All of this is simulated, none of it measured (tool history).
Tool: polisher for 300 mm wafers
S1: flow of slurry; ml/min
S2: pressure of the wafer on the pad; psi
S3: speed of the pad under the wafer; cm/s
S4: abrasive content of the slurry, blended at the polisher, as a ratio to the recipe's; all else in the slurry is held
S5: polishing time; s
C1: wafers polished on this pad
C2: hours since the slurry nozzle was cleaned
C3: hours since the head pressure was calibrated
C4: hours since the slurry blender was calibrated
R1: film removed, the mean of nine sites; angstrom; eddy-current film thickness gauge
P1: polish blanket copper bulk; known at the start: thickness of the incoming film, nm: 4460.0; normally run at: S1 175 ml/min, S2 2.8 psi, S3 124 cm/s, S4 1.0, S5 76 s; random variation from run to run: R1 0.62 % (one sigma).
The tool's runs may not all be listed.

run 1 hour=10.1 | S1=175 S2=2.8 S3=124 S4=1.0 S5=76 | C1=432 C2=230.5 C3=591.6 C4=359.6 | R1=8711.8
run 2 hour=20.7 | S1=175 S2=2.8 S3=82 S4=1.0 S5=76 | C1=500 C2=241.1 C3=602.2 C4=370.2 | R1=5753.6
run 3 hour=34.0 | S1=175 S2=2.8 S3=124 S4=1.3 S5=76 | C1=585 C2=254.4 C3=615.5 C4=383.5 | R1=9185.4
run 4 hour=43.3 | S1=175 S2=2.8 S3=124 S4=1.0 S5=76 | C1=644 C2=263.7 C3=624.8 C4=392.8 | R1=8638.0
run 5 hour=54.2 | S1=175 S2=4.1 S3=88 S4=1.0 S5=76 | C1=714 C2=274.6 C3=635.7 C4=403.7 | R1=9002.5
run 6 hour=62.2 | S1=175 S2=3.8 S3=124 S4=1.0 S5=76 | C1=765 C2=282.6 C3=643.7 C4=411.7 | R1=11743.0
run 7 hour=75.2 | S1=175 S2=1.7 S3=124 S4=1.0 S5=76 | C1=848 C2=295.6 C3=656.7 C4=424.7 | R1=5326.4
run 8 hour=86.5 | S1=105 S2=2.8 S3=124 S4=1.0 S5=76 | C1=921 C2=306.9 C3=668.0 C4=436.0 | R1=7883.3
run 9 hour=93.5 | S1=175 S2=1.3 S3=124 S4=1.0 S5=103 | C1=965 C2=313.9 C3=675.0 C4=443.0 | R1=5416.7
run 10 hour=102.3 | S1=175 S2=2.8 S3=74 S4=0.6 S5=76 | C1=1022 C2=322.7 C3=683.8 C4=451.8 | R1=4671.9
run 11 hour=116.9 | S1=175 S2=2.8 S3=124 S4=1.0 S5=107 | C1=1115 C2=337.3 C3=698.4 C4=466.4 | R1=12281.0
run 12 hour=125.0 | S1=220 S2=2.8 S3=124 S4=1.0 S5=76 | C1=1167 C2=345.4 C3=706.5 C4=474.5 | R1=8989.8
run 13 hour=136.8 | S1=175 S2=2.8 S3=124 S4=1.0 S5=76 | C1=1242 C2=357.2 C3=718.3 C4=486.3 | R1=8697.1
run 14 hour=145.0 | S1=175 S2=2.8 S3=124 S4=0.5 S5=76 | C1=1295 C2=365.4 C3=726.5 C4=494.5 | R1=7443.3
run 15 hour=157.4 | S1=175 S2=2.8 S3=188 S4=1.0 S5=76 | C1=1374 C2=377.8 C3=738.9 C4=506.9 | R1=13138.0
run 16 hour=172.9 | S1=175 S2=2.8 S3=124 S4=1.0 S5=76 | C1=1473 C2=393.3 C3=754.4 C4=522.4 | R1=8693.4

Forecast run 17:
run 17 hour=186.3 | S1=175 S2=2.8 S3=124 S4=1.0 S5=76 | C1=1559 C2=406.7 C3=767.8 C4=535.8 | R1=?

Run 17 gave R1 8637.9 angstrom.
